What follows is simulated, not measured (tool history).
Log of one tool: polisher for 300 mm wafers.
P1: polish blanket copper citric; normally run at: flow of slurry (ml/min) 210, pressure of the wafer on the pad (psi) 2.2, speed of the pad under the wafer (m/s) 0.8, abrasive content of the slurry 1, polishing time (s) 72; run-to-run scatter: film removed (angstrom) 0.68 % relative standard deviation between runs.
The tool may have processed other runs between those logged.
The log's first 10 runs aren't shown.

run	hour	flow of slurry (ml/min)	pressure of the wafer on the pad (psi)	speed of the pad under the wafer (m/s)	abrasive content of the slurry	polishing time (s)	wafers polished on this pad	hours since the slurry nozzle was cleaned	hours since the head pressure was calibrated	hours since the slurry blender was calibrated	film removed (angstrom)
11	52.5	290	3.3	0.8	1	72	471	529.1	583.3	239.6	1545.3
12	57.8	210	2.2	0.8	1	72	505	534.4	588.6	244.9	1025.6
13	63	125	2.2	0.8	1	72	538	539.6	593.8	250.1	936.43
14	66.8	210	1	0.8	1	72	563	543.4	597.6	253.9	482.19
15	70.7	210	2.2	0.8	1	41	587	547.3	601.5	257.8	585.59
16	76.1	210	2.2	0.8	1	72	622	552.7	606.9	263.2	1029.4
17	82.2	210	2.9	0.8	1	72	661	558.8	613	269.3	1320.1
18	85.9	295	2.2	0.8	1	72	685	562.5	616.7	273	1062.5
19	91.9	210	2.2	0.8	1	72	723	568.5	622.7	279	1029
20	96	210	2.2	0.8	1	72	750	572.6	626.8	283.1	1019
21	101.1	210	2.2	0.8	1	72	782	577.7	631.9	288.2	992
22	105.5	210	2.2	0.8	1	72	810	582.1	636.3	292.6	967.11
23	109	210	2.2	0.8	1	72	833	585.6	639.8	296.1	972.16
24	114.4	210	2.2	0.8	1	72	867	591	645.2	301.5	963.3
# hour 115: head pressure recalibrated
# hour 116.5: slurry blender recalibrated
25	120.7	210	2.2	0.8	1	72	908	597.3	5.7	4.3	946.33
26	126.8	210	2.2	0.8	1	72	947	603.4	11.8	10.4	953.35
27	131.8	210	2.2	0.8	1	72	979	608.4	16.8	15.4	945.58
28	135.3	210	2.2	0.8	1	72	1001	611.9	20.3	18.9	932.58

Run 29, settings as shown, results not yet in. Your forecast:
29	139.8	210	2.2	0.8	1	72	1030	616.4	24.8	23.4	?

Run 29 produced film removed (angstrom) 929.71.
